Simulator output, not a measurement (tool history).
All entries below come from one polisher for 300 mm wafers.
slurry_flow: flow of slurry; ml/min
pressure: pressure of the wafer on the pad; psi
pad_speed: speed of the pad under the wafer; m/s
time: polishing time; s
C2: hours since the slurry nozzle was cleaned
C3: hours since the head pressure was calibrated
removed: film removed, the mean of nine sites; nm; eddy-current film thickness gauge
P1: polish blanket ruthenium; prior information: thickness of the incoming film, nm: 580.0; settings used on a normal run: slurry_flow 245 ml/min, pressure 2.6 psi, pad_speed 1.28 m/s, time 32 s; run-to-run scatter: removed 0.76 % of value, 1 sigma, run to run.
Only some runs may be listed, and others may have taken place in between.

run 1 hour=5.6 | slurry_flow=245 pressure=2.6 pad_speed=1.28 time=32 | wafers_polished_on_this_pad=888 C2=272.8 C3=65.5 | removed=61.973
run 2 hour=14.7 | slurry_flow=245 pressure=2.6 pad_speed=1.28 time=23 | wafers_polished_on_this_pad=1024 C2=281.9 C3=74.6 | removed=44.027
run 3 hour=23.1 | slurry_flow=245 pressure=2.6 pad_speed=1.28 time=32 | wafers_polished_on_this_pad=1150 C2=290.3 C3=83.0 | removed=61.316
run 4 hour=28.5 | slurry_flow=245 pressure=2.6 pad_speed=1.28 time=32 | wafers_polished_on_this_pad=1231 C2=295.7 C3=88.4 | removed=62.080
run 5 hour=37.5 | slurry_flow=245 pressure=2.6 pad_speed=1.28 time=32 | wafers_polished_on_this_pad=1365 C2=304.7 C3=97.4 | removed=62.012
run 6 hour=44.7 | slurry_flow=370 pressure=2.6 pad_speed=1.28 time=32 | wafers_polished_on_this_pad=1473 C2=311.9 C3=104.6 | removed=64.665
run 7 hour=51.6 | slurry_flow=245 pressure=2.6 pad_speed=1.28 time=46 | wafers_polished_on_this_pad=1576 C2=318.8 C3=111.5 | removed=88.693
run 8 hour=58.8 | slurry_flow=245 pressure=3.6 pad_speed=1.28 time=32 | wafers_polished_on_this_pad=1684 C2=326.0 C3=118.7 | removed=83.830
run 9 hour=65.6 | slurry_flow=245 pressure=2.6 pad_speed=0.78 time=32 | wafers_polished_on_this_pad=1786 C2=332.8 C3=125.5 | removed=37.354
run 10 hour=71.6 | slurry_flow=340 pressure=3.7 pad_speed=1.28 time=32 | wafers_polished_on_this_pad=1876 C2=338.8 C3=131.5 | removed=91.174
run 11 hour=79.9 | slurry_flow=245 pressure=2.6 pad_speed=1.28 time=32 | wafers_polished_on_this_pad=2000 C2=347.1 C3=139.8 | removed=61.785
run 12 hour=84.3 | slurry_flow=145 pressure=2.6 pad_speed=1.28 time=32 | wafers_polished_on_this_pad=2066 C2=351.5 C3=144.2 | removed=57.312
run 13 hour=88.3 | slurry_flow=245 pressure=2.6 pad_speed=2.00 time=32 | wafers_polished_on_this_pad=2125 C2=355.5 C3=148.2 | removed=96.004
run 14 hour=97.2 | slurry_flow=245 pressure=1.2 pad_speed=1.28 time=32 | wafers_polished_on_this_pad=2259 C2=364.4 C3=157.1 | removed=28.559
run 15 hour=104.8 | slurry_flow=245 pressure=2.6 pad_speed=1.28 time=32 | wafers_polished_on_this_pad=2372 C2=372.0 C3=164.7 | removed=62.037

Expected results for the next run?
run 16 hour=110.7 | slurry_flow=245 pressure=2.6 pad_speed=1.28 time=32 | wafers_polished_on_this_pad=2461 C2=377.9 C3=170.6 | removed=?

For run 16 the tool returned removed 60.750 nm.

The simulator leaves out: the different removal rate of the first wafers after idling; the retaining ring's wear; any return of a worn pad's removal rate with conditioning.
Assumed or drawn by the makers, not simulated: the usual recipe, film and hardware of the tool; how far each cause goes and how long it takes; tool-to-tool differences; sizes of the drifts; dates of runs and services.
